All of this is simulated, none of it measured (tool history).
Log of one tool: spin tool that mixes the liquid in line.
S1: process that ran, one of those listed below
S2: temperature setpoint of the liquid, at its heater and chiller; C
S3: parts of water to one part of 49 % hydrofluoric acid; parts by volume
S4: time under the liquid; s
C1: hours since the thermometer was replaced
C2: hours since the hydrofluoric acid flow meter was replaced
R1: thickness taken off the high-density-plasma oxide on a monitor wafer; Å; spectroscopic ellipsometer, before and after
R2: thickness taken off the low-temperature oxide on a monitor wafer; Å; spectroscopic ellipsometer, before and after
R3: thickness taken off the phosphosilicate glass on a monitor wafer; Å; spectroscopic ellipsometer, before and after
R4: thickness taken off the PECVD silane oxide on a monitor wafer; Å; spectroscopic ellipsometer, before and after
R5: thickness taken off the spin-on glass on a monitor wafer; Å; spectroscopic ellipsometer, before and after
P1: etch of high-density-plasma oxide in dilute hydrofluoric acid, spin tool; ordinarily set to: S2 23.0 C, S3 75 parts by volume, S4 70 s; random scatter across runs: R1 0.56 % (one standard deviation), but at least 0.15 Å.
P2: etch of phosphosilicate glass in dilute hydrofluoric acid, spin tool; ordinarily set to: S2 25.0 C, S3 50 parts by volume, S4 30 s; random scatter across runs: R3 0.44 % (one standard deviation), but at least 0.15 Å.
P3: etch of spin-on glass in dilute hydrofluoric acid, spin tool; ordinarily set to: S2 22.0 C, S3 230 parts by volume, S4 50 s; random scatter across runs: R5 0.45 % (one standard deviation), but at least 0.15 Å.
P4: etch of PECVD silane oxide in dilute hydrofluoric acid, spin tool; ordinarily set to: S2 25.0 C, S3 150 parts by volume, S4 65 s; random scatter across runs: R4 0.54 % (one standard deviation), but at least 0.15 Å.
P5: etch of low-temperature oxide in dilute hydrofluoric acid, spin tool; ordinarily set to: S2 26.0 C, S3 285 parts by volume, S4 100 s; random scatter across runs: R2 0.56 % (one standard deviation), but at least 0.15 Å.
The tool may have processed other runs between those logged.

run 1 hour=7.2 | S1=P1 S2=23.0 S3=75 S4=70 | C1=189.0 C2=484.4 | R1=65.665
run 2 hour=16.6 | S1=P5 S2=26.0 S3=490 S4=100 | C1=198.4 C2=493.8 | R2=39.029
run 3 hour=21.7 | S1=P1 S2=23.0 S3=75 S4=25 | C1=203.5 C2=498.9 | R1=23.448
run 4 hour=31.3 | S1=P1 S2=31.0 S3=75 S4=70 | C1=213.1 C2=508.5 | R1=90.060
run 5 hour=36.8 | S1=P2 S2=25.0 S3=50 S4=30 | C1=218.6 C2=514.0 | R3=636.92
run 6 hour=45.4 | S1=P4 S2=25.0 S3=65 S4=65 | C1=227.2 C2=522.6 | R4=284.140
run 7 hour=54.9 | S1=P1 S2=23.0 S3=75 S4=70 | C1=236.7 C2=532.1 | R1=65.492
run 8 hour=61.4 | S1=P5 S2=30.5 S3=285 S4=100 | C1=243.2 C2=538.6 | R2=95.074
run 9 hour=66.0 | S1=P3 S2=22.0 S3=230 S4=50 | C1=247.8 C2=543.2 | R5=78.307
run 10 hour=74.0 | S1=P2 S2=25.0 S3=50 S4=50 | C1=255.8 C2=551.2 | R3=1067.40
run 11 hour=82.5 | S1=P3 S2=22.0 S3=230 S4=95 | C1=264.3 C2=559.7 | R5=147.730
run 12 hour=88.6 | S1=P5 S2=26.0 S3=285 S4=25 | C1=270.4 C2=565.8 | R2=20.572
run 13 hour=95.2 | S1=P3 S2=17.0 S3=230 S4=50 | C1=277.0 C2=572.4 | R5=64.932
run 14 hour=99.4 | S1=P4 S2=25.0 S3=150 S4=15 | C1=281.2 C2=576.6 | R4=25.492
run 15 hour=108.8 | S1=P1 S2=23.0 S3=75 S4=130 | C1=290.6 C2=586.0 | R1=123.110
run 16 hour=116.1 | S1=P4 S2=29.0 S3=150 S4=65 | C1=297.9 C2=593.3 | R4=126.910
run 17 hour=121.3 | S1=P1 S2=23.0 S3=75 S4=70 | C1=303.1 C2=598.5 | R1=65.268
run 18 hour=126.1 | S1=P1 S2=23.0 S3=130 S4=70 | C1=307.9 C2=603.3 | R1=35.465
run 19 hour=134.6 | S1=P1 S2=30.5 S3=75 S4=115 | C1=316.4 C2=611.8 | R1=145.490
run 20 hour=143.7 | S1=P3 S2=22.0 S3=230 S4=50 | C1=325.5 C2=620.9 | R5=78.013
run 21 hour=151.7 | S1=P4 S2=25.0 S3=150 S4=65 | C1=333.5 C2=628.9 | R4=110.180
run 22 hour=159.9 | S1=P1 S2=23.0 S3=75 S4=70 | C1=341.7 C2=637.1 | R1=66.152
run 23 hour=167.6 | S1=P5 S2=26.0 S3=285 S4=100 | C1=349.4 C2=644.8 | R2=81.149
run 24 hour=174.4 | S1=P2 S2=18.0 S3=50 S4=30 | C1=356.2 C2=651.6 | R3=475.23
run 25 hour=181.5 | S1=P2 S2=25.0 S3=25 S4=30 | C1=363.3 C2=658.7 | R3=1327.50
run 26 hour=186.4 | S1=P3 S2=22.0 S3=90 S4=50 | C1=368.2 C2=663.6 | R5=232.810
run 27 hour=193.0 | S1=P1 S2=19.5 S3=75 S4=70 | C1=374.8 C2=670.2 | R1=56.873
run 28 hour=198.3 | S1=P1 S2=23.0 S3=40 S4=70 | C1=380.1 C2=675.5 | R1=129.150
run 29 hour=202.8 | S1=P1 S2=23.0 S3=75 S4=70 | C1=384.6 C2=680.0 | R1=65.181
run 30 hour=212.0 | S1=P1 S2=23.0 S3=75 S4=70 | C1=393.8 C2=689.2 | R1=68.516
run 31 hour=220.0 | S1=P1 S2=23.0 S3=75 S4=70 | C1=401.8 C2=697.2 | R1=70.560
run 32 hour=229.5 | S1=P1 S2=23.0 S3=75 S4=70 | C1=411.3 C2=706.7 | R1=70.649
run 33 hour=233.9 | S1=P1 S2=23.0 S3=75 S4=70 | C1=415.7 C2=711.1 | R1=71.358
run 34 hour=238.4 | S1=P1 S2=23.0 S3=75 S4=70 | C1=420.2 C2=715.6 | R1=70.799
run 35 hour=244.3 | S1=P1 S2=23.0 S3=75 S4=70 | C1=426.1 C2=721.5 | R1=71.683
run 36 hour=253.3 | S1=P1 S2=23.0 S3=75 S4=70 | C1=435.1 C2=730.5 | R1=71.532
run 37 hour=260.4 | S1=P1 S2=23.0 S3=75 S4=70 | C1=442.2 C2=737.6 | R1=72.448

P1 has crept away from where it was. The log is fitted equally well by each of these 2 causes, at the sizes shown:
A: hydrofluoric acid flow above the setpoint (%) = 8.42
B: liquid hotter than its thermometer reads (K) = 2.19
Creep in the process output first set in at about hour 202.8.

Consider the 4 check runs below, whose results appear as question marks and each of which averages 2 wafers. Which one distinguishes the causes, in that each cause would give it a clearly different result?
run check 1 hour=267.5 | S1=P2 S2=20.0 S3=50 S4=45 | R3=?
run check 2 hour=267.5 | S1=P4 S2=25.0 S3=80 S4=65 | R4=?
run check 3 hour=267.5 | S1=P3 S2=22.0 S3=135 S4=50 | R5=?
run check 4 hour=267.5 | S1=P5 S2=26.0 S3=425 S4=50 | R2=?

If the cause were each of the candidates in turn, the checks would give the following:
check=check_1 result=R3 if_A=847.20 if_B=852.96
check=check_2 result=R4 if_A=245.800 if_B=245.210
check=check_3 result=R5 if_A=161.560 if_B=160.400
check=check_4 result=R2 if_A=26.716 if_B=25.583
Distance between the nearest two causes, measured in the result of the check that separates them most: check 1 0.68 %; check 2 0.24 %; check 3 0.72 %; check 4 4.33 %
Check 4 is the one run that separates the causes; every other check would come out nearly the same whichever cause is at work.

Check 4 was carried out, with these results: R2 26.455 Å. Which of the listed causes is responsible?

It was cause A: hydrofluoric acid flow above the setpoint (%).
